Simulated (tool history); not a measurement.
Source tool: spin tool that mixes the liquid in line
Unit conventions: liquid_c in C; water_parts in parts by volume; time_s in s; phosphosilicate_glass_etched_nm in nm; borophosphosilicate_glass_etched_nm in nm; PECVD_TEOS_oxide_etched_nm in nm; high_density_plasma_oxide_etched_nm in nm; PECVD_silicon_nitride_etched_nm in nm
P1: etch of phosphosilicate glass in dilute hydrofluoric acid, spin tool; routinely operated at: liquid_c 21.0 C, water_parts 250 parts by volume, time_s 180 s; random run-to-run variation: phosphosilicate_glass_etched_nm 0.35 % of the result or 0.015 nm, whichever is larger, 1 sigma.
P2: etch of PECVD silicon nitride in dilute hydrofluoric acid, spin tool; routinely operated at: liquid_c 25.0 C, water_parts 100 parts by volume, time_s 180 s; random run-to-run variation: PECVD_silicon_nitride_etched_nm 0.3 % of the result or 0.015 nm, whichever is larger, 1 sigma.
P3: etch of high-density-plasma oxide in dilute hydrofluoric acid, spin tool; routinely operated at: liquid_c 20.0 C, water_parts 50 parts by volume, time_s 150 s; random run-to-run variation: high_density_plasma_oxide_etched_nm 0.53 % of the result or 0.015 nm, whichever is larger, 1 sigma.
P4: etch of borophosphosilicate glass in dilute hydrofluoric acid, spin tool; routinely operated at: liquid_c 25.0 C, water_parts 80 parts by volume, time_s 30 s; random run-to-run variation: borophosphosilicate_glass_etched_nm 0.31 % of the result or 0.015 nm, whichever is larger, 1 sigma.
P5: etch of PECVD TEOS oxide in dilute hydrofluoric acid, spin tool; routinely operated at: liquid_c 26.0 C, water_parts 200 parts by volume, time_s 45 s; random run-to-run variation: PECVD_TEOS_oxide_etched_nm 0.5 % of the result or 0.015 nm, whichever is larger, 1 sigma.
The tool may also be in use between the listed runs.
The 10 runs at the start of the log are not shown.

| run | day | process | liquid_c | water_parts | time_s | hours since the thermometer was replaced | hours since the hydrofluoric acid flow meter was replaced | phosphosilicate_glass_etched_nm | borophosphosilicate_glass_etched_nm | PECVD_TEOS_oxide_etched_nm | high_density_plasma_oxide_etched_nm | PECVD_silicon_nitride_etched_nm |
|---|---|---|---|---|---|---|---|---|---|---|---|---|
| 11 | 6.404 | P2 | 25.0 | 100 | 180 | 1908.9 | 948.1 |  |  |  |  | 9.5663 |
| 12 | 6.992 | P2 | 25.0 | 100 | 180 | 1923.0 | 962.2 |  |  |  |  | 9.6389 |
| 13 | 7.712 | P1 | 21.0 | 80 | 180 | 1940.3 | 979.5 | 162.1600 |  |  |  |  |
| 14 | 8.121 | P5 | 26.0 | 125 | 45 | 1950.1 | 989.3 |  |  | 10.7190 |  |  |
| 15 | 8.458 | P1 | 17.0 | 250 | 180 | 1958.2 | 997.4 | 37.3930 |  |  |  |  |
| 16 | 8.892 | P2 | 18.5 | 100 | 180 | 1968.6 | 1007.8 |  |  |  |  | 6.1463 |
| 17 | 9.554 | P3 | 20.0 | 90 | 150 | 1984.5 | 1023.7 |  |  |  | 13.8120 |  |
| 18 | 10.012 | P3 | 23.5 | 50 | 150 | 1995.5 | 1034.7 |  |  |  | 30.1750 |  |
| 19 | 10.662 | P4 | 25.0 | 130 | 30 | 2011.1 | 1050.3 |  | 5.966 |  |  |  |
| 20 | 11.404 | P1 | 21.0 | 250 | 180 | 2028.9 | 1068.1 | 43.5140 |  |  |  |  |
| 21 | 11.833 | P1 | 21.0 | 355 | 60 | 2039.2 | 1078.4 | 9.2636 |  |  |  |  |
| 22 | 12.533 | P1 | 21.0 | 250 | 25 | 2056.0 | 1095.2 | 6.0290 |  |  |  |  |

Expected results for the next run?
| 23 | 13.146 | P4 | 25.0 | 80 | 30 | 2070.7 | 1109.9 |  | ? |  |  |  |

Run 23 yielded borophosphosilicate_glass_etched_nm 10.378 nm.
